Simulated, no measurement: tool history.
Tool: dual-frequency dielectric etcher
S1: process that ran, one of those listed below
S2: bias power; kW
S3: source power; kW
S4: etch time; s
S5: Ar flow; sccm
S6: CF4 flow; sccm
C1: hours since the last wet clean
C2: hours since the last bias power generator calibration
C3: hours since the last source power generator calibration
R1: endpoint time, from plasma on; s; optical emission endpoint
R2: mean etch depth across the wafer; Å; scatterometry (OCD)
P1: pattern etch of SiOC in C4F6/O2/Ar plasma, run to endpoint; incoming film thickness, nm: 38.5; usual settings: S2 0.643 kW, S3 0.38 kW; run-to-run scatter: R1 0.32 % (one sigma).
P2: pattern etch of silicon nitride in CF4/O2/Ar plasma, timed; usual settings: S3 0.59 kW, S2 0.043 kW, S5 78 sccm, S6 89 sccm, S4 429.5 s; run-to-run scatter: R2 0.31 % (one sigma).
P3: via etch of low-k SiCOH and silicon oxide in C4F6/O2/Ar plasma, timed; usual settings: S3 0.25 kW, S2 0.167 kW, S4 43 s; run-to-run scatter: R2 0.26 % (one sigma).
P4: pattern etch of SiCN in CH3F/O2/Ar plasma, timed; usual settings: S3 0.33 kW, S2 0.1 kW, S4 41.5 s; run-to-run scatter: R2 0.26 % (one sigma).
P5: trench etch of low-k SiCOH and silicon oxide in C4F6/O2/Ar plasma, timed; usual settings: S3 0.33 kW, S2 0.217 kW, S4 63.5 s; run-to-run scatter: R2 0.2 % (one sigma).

run	hour	S1	S2	S3	S4	S5	S6	C1	C2	C3	R1	R2
1	7.8	P1	0.643	0.38				369.9	1563.7	834.5	11.778	
2	12.2	P3	0.219	0.25	43			374.3	1568.1	838.9		905.56
3	17.3	P4	0.1	0.33	41.5			379.4	1573.2	844		162.84
4	25.5	P3	0.167	0.25	58.5			387.6	1581.4	852.2		1129.6
5	33.4	P2	0.043	0.59	429.5	78	53	395.5	1589.3	860.1		8427.1
6	41.7	P2	0.043	0.75	429.5	78	89	403.8	1597.6	868.4		11132
7	48.3	P2	0.043	0.59	429.5	50	89	410.4	1604.2	875		9456.7
8	55.6	P3	0.167	0.16	43			417.7	1611.5	882.3		697.08
9	63.3	P1	0.643	0.38				425.4	1619.2	890	11.822	
10	69	P1	0.439	0.38				431.1	1624.9	895.7	13.602	
11	77	P1	0.643	0.38				439.1	1632.9	903.7	11.757	
12	81	P5	0.217	0.33	63.5			443.1	1636.9	907.7		2077
13	86	P1	0.643	0.38				448.1	1641.9	912.7	11.761	
14	92	P1	0.807	0.38				454.1	1647.9	918.7	10.818	
15	95.9	P1	0.815	0.48				458	1651.8	922.6	9.8982	
16	101.7	P2	0.043	0.59	280	78	89	463.8	1657.6	928.4		5864.4
17	107.7	P4	0.1	0.33	23			469.8	1663.6	934.4		90.233
18	111.6	P3	0.167	0.25	43			473.7	1667.5	938.3		831.2
19	118.1	P5	0.217	0.22	63.5			480.2	1674	944.8		1781.9
20	122.9	P1	0.643	0.38				485	1678.8	949.6	11.808	
21	129.5	P5	0.139	0.33	63.5			491.6	1685.4	956.2		1799.9
22	133.4	P2	0.057	0.59	429.5	78	89	495.5	1689.3	960.1		10045
23	141.7	P2	0.043	0.59	429.5	78	89	503.8	1697.6	968.4		9042
24	149	P1	0.643	0.51				511.1	1704.9	975.7	10.632	
25	153.5	P1	0.643	0.25				515.6	1709.4	980.2	13.799	
26	157.5	P4	0.1	0.33	41.5			519.6	1713.4	984.2		162.11
27	162.4	P3	0.167	0.25	43			524.5	1718.3	989.1		825.65
28	167.8	P1	0.643	0.38				529.9	1723.7	994.5	11.775	
29	174.7	P4	0.1	0.46	41.5			536.8	1730.6	1001.4		184.19
30	181.4	P5	0.217	0.33	38			543.5	1737.3	1008.1		1245.2
31	186	P2	0.043	0.59	429.5	78	89	548.1	1741.9	1012.7		9038.7
32	193.1	P4	0.069	0.33	41.5			555.2	1749	1019.8		141.94
33	197.8	P1	0.643	0.38				559.9	1753.7	1024.5	11.797	
34	201.6	P1	0.643	0.38				563.7	1757.5	1028.3	11.838	
35	205.6	P1	0.643	0.38				567.7	1761.5	1032.3	11.882	
36	209.7	P1	0.643	0.38				571.8	1765.6	1036.4	11.937	
37	217.2	P1	0.643	0.38				579.3	1773.1	1043.9	12.021	
# hour 218.8: wet clean of the chamber
38	221.9	P1	0.643	0.38				3.1	1777.8	1048.6	11.933	
39	228.3	P1	0.643	0.38				9.5	1784.2	1055	11.97	
40	236.8	P1	0.643	0.38				18	1792.7	1063.5	11.987	
41	242.7	P1	0.643	0.38				23.9	1798.6	1069.4	12.025	

What P1 gives has crept away from where it was. These 2 causes fit the log equally well, each at the size given:
A: source power that arrives under what is set, % = 4.79
B: bias power that arrives under what is set, % = 4.53
The creep began at about hour 197.8.
Why every other cause is out:
chamber walls in a state that lowers the etch rate, %: serviced at hour 218.8, which brought nothing back

4 check runs are offered, one wafer each, their results left as question marks. Which one tells the causes apart?
check 1	248.6	P3	0.215	0.19	43							?
check 2	248.6	P2	0.043	0.69	429.5	57	89					?
check 3	248.6	P5	0.163	0.33	38.5							?
check 4	248.6	P4	0.1	0.33	23							?

What each check would give under each cause:
check	result	if A	if B
check 1	R2	795.85	798.03
check 2	R2	10307	10600
check 3	R2	1126.5	1131.8
check 4	R2	88.549	88.585
How far apart the two closest causes lie, in the result that separates them most: check 1 0.27 %; check 2 2.8 %; check 3 0.47 %; check 4 0.04 %
Only check 2 tells the causes apart: in the others they would give nearly the same result.

Then check 2 was run and gave: R2 10272 Å. Which cause is it?

It is A: source power that arrives under what is set, %.
